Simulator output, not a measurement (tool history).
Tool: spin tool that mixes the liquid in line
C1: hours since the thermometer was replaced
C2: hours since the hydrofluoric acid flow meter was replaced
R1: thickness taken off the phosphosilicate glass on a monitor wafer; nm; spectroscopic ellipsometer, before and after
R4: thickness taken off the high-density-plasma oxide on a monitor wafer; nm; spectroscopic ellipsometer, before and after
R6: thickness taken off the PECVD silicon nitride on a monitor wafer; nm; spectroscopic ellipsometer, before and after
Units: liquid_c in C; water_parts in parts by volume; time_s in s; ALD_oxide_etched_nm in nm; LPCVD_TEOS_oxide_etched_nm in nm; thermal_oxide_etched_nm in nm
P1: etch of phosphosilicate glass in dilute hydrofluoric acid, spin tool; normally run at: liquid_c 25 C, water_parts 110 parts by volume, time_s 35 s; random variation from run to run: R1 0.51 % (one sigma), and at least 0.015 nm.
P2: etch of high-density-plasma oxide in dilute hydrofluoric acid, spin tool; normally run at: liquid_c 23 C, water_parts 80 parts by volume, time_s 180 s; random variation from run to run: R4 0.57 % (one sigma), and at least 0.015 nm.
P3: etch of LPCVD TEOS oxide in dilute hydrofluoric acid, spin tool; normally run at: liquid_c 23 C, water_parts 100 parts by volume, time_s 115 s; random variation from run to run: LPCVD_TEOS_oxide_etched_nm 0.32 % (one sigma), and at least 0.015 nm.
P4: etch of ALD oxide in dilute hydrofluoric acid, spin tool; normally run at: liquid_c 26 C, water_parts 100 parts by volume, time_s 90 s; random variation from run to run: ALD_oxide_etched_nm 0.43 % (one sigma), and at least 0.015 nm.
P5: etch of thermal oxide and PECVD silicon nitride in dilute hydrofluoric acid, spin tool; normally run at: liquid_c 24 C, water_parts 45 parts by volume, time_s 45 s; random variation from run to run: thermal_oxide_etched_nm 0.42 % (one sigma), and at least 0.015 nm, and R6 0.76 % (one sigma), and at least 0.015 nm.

Run 1, day 0.392: process P1, liquid_c 25 C, water_parts 110 parts by volume, time_s 35 s; C1 1162.1; C2 1225.3. Result: R1 41.235 nm.
Run 2, day 0.854: process P4, liquid_c 26 C, water_parts 100 parts by volume, time_s 90 s; C1 1173.2; C2 1236.4. Result: ALD_oxide_etched_nm 31.226 nm.
Run 3, day 1.346: process P1, liquid_c 32 C, water_parts 110 parts by volume, time_s 35 s; C1 1185; C2 1248.2. Result: R1 54.049 nm.
Run 4, day 1.683: process P3, liquid_c 23 C, water_parts 180 parts by volume, time_s 115 s; C1 1193.1; C2 1256.3. Result: LPCVD_TEOS_oxide_etched_nm 18.493 nm.
Run 5, day 2.171: process P2, liquid_c 23 C, water_parts 80 parts by volume, time_s 180 s; C1 1204.8; C2 1268. Result: R4 11.539 nm.
Run 6, day 2.538: process P3, liquid_c 23 C, water_parts 100 parts by volume, time_s 60 s; C1 1213.6; C2 1276.8. Result: LPCVD_TEOS_oxide_etched_nm 19.149 nm.
Run 7, day 3.004: process P2, liquid_c 23 C, water_parts 115 parts by volume, time_s 180 s; C1 1224.8; C2 1288. Result: R4 7.6568 nm.
Run 8, day 3.271: process P3, liquid_c 27.5 C, water_parts 100 parts by volume, time_s 115 s; C1 1231.2; C2 1294.4. Result: LPCVD_TEOS_oxide_etched_nm 43.443 nm.
Run 9, day 3.558: process P2, liquid_c 23 C, water_parts 80 parts by volume, time_s 335 s; C1 1238.1; C2 1301.3. Result: R4 21.364 nm.
Run 10, day 3.883: process P5, liquid_c 24 C, water_parts 45 parts by volume, time_s 45 s; C1 1245.9; C2 1309.1. Result: thermal_oxide_etched_nm 4.9806 nm, R6 3.6357 nm.
Run 11, day 4.283: process P5, liquid_c 31.5 C, water_parts 45 parts by volume, time_s 45 s; C1 1255.5; C2 1318.7. Result: thermal_oxide_etched_nm 6.6811 nm, R6 5.9464 nm.
Run 12, day 4.762: process P5, liquid_c 24 C, water_parts 45 parts by volume, time_s 45 s; C1 1267; C2 1330.2. Result: thermal_oxide_etched_nm 5.0121 nm, R6 3.6612 nm.
Run 13, day 5.112: process P2, liquid_c 31 C, water_parts 80 parts by volume, time_s 180 s; C1 1275.4; C2 1338.6. Result: R4 15.659 nm.
Run 14, day 5.642: process P1, liquid_c 32.5 C, water_parts 110 parts by volume, time_s 15 s; C1 1288.1; C2 1351.3. Result: R1 23.616 nm.
Run 15, day 6.071: process P1, liquid_c 18.5 C, water_parts 110 parts by volume, time_s 35 s; C1 1298.4; C2 1361.6. Result: R1 31.914 nm.
Run 16, day 6.438: process P1, liquid_c 25 C, water_parts 110 parts by volume, time_s 35 s; C1 1307.2; C2 1370.4. Result: R1 41.053 nm.
Run 17, day 6.871: process P1, liquid_c 25 C, water_parts 110 parts by volume, time_s 35 s; C1 1317.6; C2 1380.8. Result: R1 41.545 nm.
Run 18, day 7.158: process P1, liquid_c 25 C, water_parts 110 parts by volume, time_s 35 s; C1 1324.5; C2 1387.7. Result: R1 41.211 nm.
Run 19, day 7.554: process P1, liquid_c 25 C, water_parts 110 parts by volume, time_s 15 s; C1 1334; C2 1397.2. Result: R1 17.663 nm.
Run 20, day 8.012: process P1, liquid_c 25 C, water_parts 110 parts by volume, time_s 50 s; C1 1345; C2 1408.2. Result: R1 59.386 nm.
Run 21, day 8.496: process P4, liquid_c 26 C, water_parts 100 parts by volume, time_s 90 s; C1 1356.6; C2 1419.8. Result: ALD_oxide_etched_nm 31.269 nm.
Run 22, day 9.029: process P4, liquid_c 33.5 C, water_parts 100 parts by volume, time_s 90 s; C1 1369.4; C2 1432.6. Result: ALD_oxide_etched_nm 41.682 nm.
Run 23, day 9.458: process P2, liquid_c 23 C, water_parts 80 parts by volume, time_s 180 s; C1 1379.7; C2 1442.9. Result: R4 11.437 nm.
Run 24, day 9.742: process P3, liquid_c 23 C, water_parts 100 parts by volume, time_s 115 s; C1 1386.5; C2 1449.7. Result: LPCVD_TEOS_oxide_etched_nm 36.63 nm.
Run 25, day 10.221: process P1, liquid_c 25 C, water_parts 170 parts by volume, time_s 35 s; C1 1398; C2 1461.2. Result: R1 24.974 nm.
Run 26, day 10.65: process P4, liquid_c 26 C, water_parts 35 parts by volume, time_s 90 s; C1 1408.3; C2 1471.5. Result: ALD_oxide_etched_nm 98.15 nm.
Run 27, day 11.171: process P5, liquid_c 24 C, water_parts 45 parts by volume, time_s 15 s; C1 1420.8; C2 1484. Result: thermal_oxide_etched_nm 1.6741 nm, R6 1.2089 nm.
Run 28, day 11.458: process P5, liquid_c 24 C, water_parts 20 parts by volume, time_s 45 s; C1 1427.7; C2 1490.9. Result: thermal_oxide_etched_nm 11.432 nm, R6 8.0427 nm.
Run 29, day 11.879: process P1, liquid_c 25 C, water_parts 110 parts by volume, time_s 35 s; C1 1437.8; C2 1501. Result: R1 41.728 nm.
Run 30, day 12.383: process P4, liquid_c 26 C, water_parts 100 parts by volume, time_s 20 s; C1 1449.9; C2 1513.1. Result: ALD_oxide_etched_nm 6.9694 nm.
Run 31, day 12.792: process P1, liquid_c 25 C, water_parts 40 parts by volume, time_s 35 s; C1 1459.7; C2 1522.9. Result: R1 125.27 nm.
Run 32, day 13.158: process P1, liquid_c 25 C, water_parts 110 parts by volume, time_s 35 s; C1 1468.5; C2 1531.7. Result: R1 41.826 nm.
Run 33, day 13.562: process P1, liquid_c 25 C, water_parts 110 parts by volume, time_s 35 s; C1 1478.2; C2 1541.4. Result: R1 39.917 nm.
Run 34, day 13.942: process P1, liquid_c 25 C, water_parts 110 parts by volume, time_s 35 s; C1 1487.3; C2 1550.5. Result: R1 39.223 nm.
Run 35, day 14.442: process P1, liquid_c 25 C, water_parts 110 parts by volume, time_s 35 s; C1 1499.3; C2 1562.5. Result: R1 39.007 nm.
Run 36, day 14.971: process P1, liquid_c 25 C, water_parts 110 parts by volume, time_s 35 s; C1 1512; C2 1575.2. Result: R1 38.245 nm.
Run 37, day 15.333: process P1, liquid_c 25 C, water_parts 110 parts by volume, time_s 35 s; C1 1520.7; C2 1583.9. Result: R1 38.303 nm.
Run 38, day 15.75: process P1, liquid_c 25 C, water_parts 110 parts by volume, time_s 35 s; C1 1530.7; C2 1593.9. Result: R1 37.575 nm.
Run 39, day 16.142: process P1, liquid_c 25 C, water_parts 110 parts by volume, time_s 35 s; C1 1540.1; C2 1603.3. Result: R1 38.135 nm.
Run 40, day 16.404: process P1, liquid_c 25 C, water_parts 110 parts by volume, time_s 35 s; C1 1546.4; C2 1609.6. Result: R1 38.109 nm.

What P1 gives has crept away from where it was. These 2 causes fit the log equally well, each at the size given:
A: liquid colder than its thermometer reads (K) = 2.15
B: hydrofluoric acid flow below the setpoint (%) = 7.14
The creep began at about day 13.158.

4 check runs are offered, one wafer each, their results left as question marks. Which one tells the causes apart?
Run check 1, day 16.667: process P5, liquid_c 24 C, water_parts 45 parts by volume, time_s 45 s. Result: thermal_oxide_etched_nm ?, R6 ?.
Run check 2, day 16.667: process P3, liquid_c 23 C, water_parts 100 parts by volume, time_s 115 s. Result: LPCVD_TEOS_oxide_etched_nm ?.
Run check 3, day 16.667: process P2, liquid_c 23 C, water_parts 80 parts by volume, time_s 180 s. Result: R4 ?.
Run check 4, day 16.667: process P4, liquid_c 26 C, water_parts 100 parts by volume, time_s 90 s. Result: ALD_oxide_etched_nm ?.

What each check would give under each cause:
  check                      result    if A    if B
check 1     thermal_oxide_etched_nm  4.5409  4.5907
check 1                          R6  3.1311  3.3719
check 2  LPCVD_TEOS_oxide_etched_nm  33.426  33.544
check 3                          R4  10.546  10.614
check 4         ALD_oxide_etched_nm  28.856  28.872
How far apart the two closest causes lie, in the result that separates them most: check 1 7.41 %; check 2 0.35 %; check 3 0.64 %; check 4 0.05 %
Only check 1 tells the causes apart: in the others they would give nearly the same result.

Check 1 was then run and gave: thermal_oxide_etched_nm 4.5913 nm; R6 3.3587 nm. Which cause is it?

It is B: hydrofluoric acid flow below the setpoint (%).
